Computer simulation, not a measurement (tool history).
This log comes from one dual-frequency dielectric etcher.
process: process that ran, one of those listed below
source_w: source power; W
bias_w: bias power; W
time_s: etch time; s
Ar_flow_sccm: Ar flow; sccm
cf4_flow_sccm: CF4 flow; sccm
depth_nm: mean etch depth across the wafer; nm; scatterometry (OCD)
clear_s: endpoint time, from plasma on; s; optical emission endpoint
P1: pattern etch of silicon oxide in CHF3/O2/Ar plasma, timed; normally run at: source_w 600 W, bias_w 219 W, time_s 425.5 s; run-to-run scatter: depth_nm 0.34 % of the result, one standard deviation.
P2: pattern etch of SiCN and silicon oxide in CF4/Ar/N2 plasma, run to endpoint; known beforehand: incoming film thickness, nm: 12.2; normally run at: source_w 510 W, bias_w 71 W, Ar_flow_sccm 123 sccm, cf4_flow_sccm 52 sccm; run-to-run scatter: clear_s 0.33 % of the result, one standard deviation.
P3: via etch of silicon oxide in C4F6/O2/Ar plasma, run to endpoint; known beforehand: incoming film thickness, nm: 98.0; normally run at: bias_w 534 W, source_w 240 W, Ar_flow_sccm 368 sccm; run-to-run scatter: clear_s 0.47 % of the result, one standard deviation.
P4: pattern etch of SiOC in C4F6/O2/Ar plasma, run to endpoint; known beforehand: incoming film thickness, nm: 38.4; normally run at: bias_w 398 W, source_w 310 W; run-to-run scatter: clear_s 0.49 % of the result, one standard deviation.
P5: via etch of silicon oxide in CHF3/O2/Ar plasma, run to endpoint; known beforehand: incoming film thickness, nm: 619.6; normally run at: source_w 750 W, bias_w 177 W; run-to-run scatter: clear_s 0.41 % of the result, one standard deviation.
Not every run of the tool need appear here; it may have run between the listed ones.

run     day  process  source_w  bias_w  time_s  Ar_flow_sccm  cf4_flow_sccm  depth_nm  clear_s
  1   0.629       P1       600     219   425.5                                 888.56
  2   1.225       P5       750     177                                                  283.05
  3   1.529       P3       240     534                   368                            25.346
  4       2       P1       600     219   425.5                                 886.84
  5   2.296       P3       240     534                   488                            26.031
  6   2.788       P4       310     398                                                  15.758
  7   3.371       P3       240     534                   368                            25.301
  8    3.65       P2       510      51                   123             52              15.17
  9   4.288       P1       600     219   600.5                                 1248.1
 10   4.892       P2       510      71                   123             63             13.043
 11    5.45       P5       750     229                                                  258.45
 12   6.071       P1       750     219   425.5                                 965.98
 13   6.675       P4       200     398                                                  18.449
 14   7.242       P1       600     268   425.5                                 954.29
 15   7.588       P2       510      71                   123             52             13.579
 16   7.862       P1       480     305   425.5                                 928.03
 17   8.346       P1       600     177   425.5                                 827.07
 18   8.921       P1       600     219   425.5                                 887.62
 19   9.225       P1       360     219   425.5                                 732.22
 20   9.592       P1       600     219   425.5                                 888.59
 21  10.212       P1       600     219   425.5                                 881.82
 22  10.667       P5       750     177                                                  283.33
 23  11.125       P3       290     534                   368                            23.652
 24  11.483       P5      1070     177                                                  248.13
 25  11.862       P2       510      71                    96             52             12.955
 26  12.246       P2       340      71                   123             52             19.264
 27  12.617       P1       600     219   425.5                                 888.37

Forecast run 28:
 28  13.175       P1       600     219     313                                      ?

{"run 28": {"depth_nm": 651.47}}
